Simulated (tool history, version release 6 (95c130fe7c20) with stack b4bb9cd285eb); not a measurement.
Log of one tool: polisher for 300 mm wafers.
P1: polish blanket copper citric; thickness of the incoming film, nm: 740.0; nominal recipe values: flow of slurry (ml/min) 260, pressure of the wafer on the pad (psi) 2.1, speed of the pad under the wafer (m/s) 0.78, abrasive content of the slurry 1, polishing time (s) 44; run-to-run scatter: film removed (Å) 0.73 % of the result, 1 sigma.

run	hour	flow of slurry (ml/min)	pressure of the wafer on the pad (psi)	speed of the pad under the wafer (m/s)	abrasive content of the slurry	polishing time (s)	film removed (Å)
1	5.1	260	2.1	0.78	1	44	635.46
2	8.7	260	2.1	1.12	1	44	911.69
3	14.7	350	2.8	0.78	1	44	861.48
# hour 15.6: worn pad replaced by a new one
4	20.6	260	3.2	0.78	1	44	952.62
5	25.8	260	1.2	0.78	1	44	378.12
6	28.9	260	2.1	0.78	1	44	633.62
7	32.4	260	2.1	0.78	1	26	376.3
8	35.8	360	2.1	0.78	1	44	657.53
9	41.2	260	2.1	0.78	1	44	633.59
10	47.1	260	2.1	0.78	1.35	44	675.8
11	51.8	260	2.1	0.4	1	44	344.49
12	57.9	260	2.1	0.78	0.65	44	586.11
13	63.1	165	2.1	0.78	1	44	612.67
14	66.2	260	2.1	0.78	1	44	634.94
15	69	260	2.1	0.78	1	44	633.68
16	72.1	260	2.1	0.78	1	62	897.71
17	75.5	260	2.1	0.78	1	44	637.78
18	78.3	260	2.1	0.78	1	44	627.91
19	82	260	2.1	0.78	1	44	625.42
20	86.1	260	2.1	0.78	1	44	615.07
21	90	260	2.1	0.78	1	44	609.62
# hour 92.9: slurry blender recalibrated
# hour 93.5: worn pad replaced by a new one
22	94.8	260	2.1	0.78	1	44	614.87
23	100.6	260	2.1	0.78	1	44	611.5

The next listed run, before its measurement:
24	106.8	260	2.1	0.78	1	44	?

film removed (Å): 602.19
